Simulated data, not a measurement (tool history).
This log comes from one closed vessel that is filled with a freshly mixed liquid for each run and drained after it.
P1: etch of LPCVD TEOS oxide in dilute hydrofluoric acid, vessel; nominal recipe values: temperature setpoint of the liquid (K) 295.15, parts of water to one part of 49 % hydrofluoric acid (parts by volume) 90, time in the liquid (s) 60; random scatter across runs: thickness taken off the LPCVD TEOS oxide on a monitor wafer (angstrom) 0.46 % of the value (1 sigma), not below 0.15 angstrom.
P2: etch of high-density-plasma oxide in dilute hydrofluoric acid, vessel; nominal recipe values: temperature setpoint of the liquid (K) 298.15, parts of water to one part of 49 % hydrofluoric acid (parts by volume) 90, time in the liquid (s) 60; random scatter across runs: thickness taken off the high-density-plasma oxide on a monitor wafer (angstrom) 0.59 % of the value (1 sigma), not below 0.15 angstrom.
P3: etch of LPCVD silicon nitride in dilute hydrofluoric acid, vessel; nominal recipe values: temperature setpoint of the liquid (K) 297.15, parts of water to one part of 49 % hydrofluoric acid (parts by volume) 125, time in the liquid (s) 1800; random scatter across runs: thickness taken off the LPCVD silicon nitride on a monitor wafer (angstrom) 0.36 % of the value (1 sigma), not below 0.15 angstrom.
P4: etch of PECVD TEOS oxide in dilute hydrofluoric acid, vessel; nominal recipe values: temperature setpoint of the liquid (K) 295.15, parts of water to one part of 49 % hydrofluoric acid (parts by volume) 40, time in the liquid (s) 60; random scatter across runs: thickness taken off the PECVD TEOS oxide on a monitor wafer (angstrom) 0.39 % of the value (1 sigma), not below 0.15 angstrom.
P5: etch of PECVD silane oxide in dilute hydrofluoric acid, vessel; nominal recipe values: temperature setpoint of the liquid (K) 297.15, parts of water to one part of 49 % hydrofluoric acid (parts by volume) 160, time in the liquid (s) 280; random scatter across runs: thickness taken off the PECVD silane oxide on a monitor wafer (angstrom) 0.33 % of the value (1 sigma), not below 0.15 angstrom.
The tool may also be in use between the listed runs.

run	day	process that ran	temperature setpoint of the liquid (K)	parts of water to one part of 49 % hydrofluoric acid (parts by volume)	time in the liquid (s)	thickness taken off the LPCVD TEOS oxide on a monitor wafer (angstrom)	thickness taken off the high-density-plasma oxide on a monitor wafer (angstrom)	thickness taken off the PECVD silane oxide on a monitor wafer (angstrom)	thickness taken off the PECVD TEOS oxide on a monitor wafer (angstrom)	thickness taken off the LPCVD silicon nitride on a monitor wafer (angstrom)
1	0.388	P1	295.15	90	60	102.270				
2	0.942	P2	298.15	90	60		46.902			
3	1.388	P1	295.15	90	60	101.580				
4	1.712	P1	295.15	50	60	192.640				
5	2.258	P1	295.15	145	60	59.616				
6	2.596	P1	295.15	90	60	101.990				
7	2.917	P2	298.15	90	30		23.306			
8	3.438	P1	299.15	90	60	119.740				
9	3.817	P5	290.15	160	280			259.610		
10	4.171	P4	295.15	60	60				131.67	
11	4.596	P1	295.15	90	35	59.841				
12	4.962	P4	295.15	40	60				202.67	
13	5.525	P1	295.15	40	35	144.160				
14	6.062	P1	295.15	90	105	179.010				
15	6.558	P4	295.15	40	120				404.08	
16	6.850	P2	291.65	90	60		36.241			
17	7.225	P1	290.15	125	60	58.200				
18	7.721	P5	297.15	160	280			342.650		
19	8.175	P5	297.15	160	30			36.683		
20	8.479	P3	297.15	125	3335					105.240
21	8.879	P3	297.15	125	1800					57.419
22	9.454	P1	295.15	145	85	83.854				
23	9.912	P3	297.15	125	1800					56.672
24	10.333	P2	298.15	90	60		47.450			
25	10.883	P1	295.15	90	60	102.680				
26	11.167	P2	298.15	20	60		233.090			
27	11.579	P3	304.65	125	1800					91.271
28	12.096	P1	290.15	90	60	83.138				
29	12.354	P3	297.15	195	1800					36.423

Run 30 has not been measured yet. What should we expect?
30	12.875	P4	301.15	40	60				?	

{"run 30": {"thickness taken off the PECVD TEOS oxide on a monitor wafer (angstrom)": 259.79}}
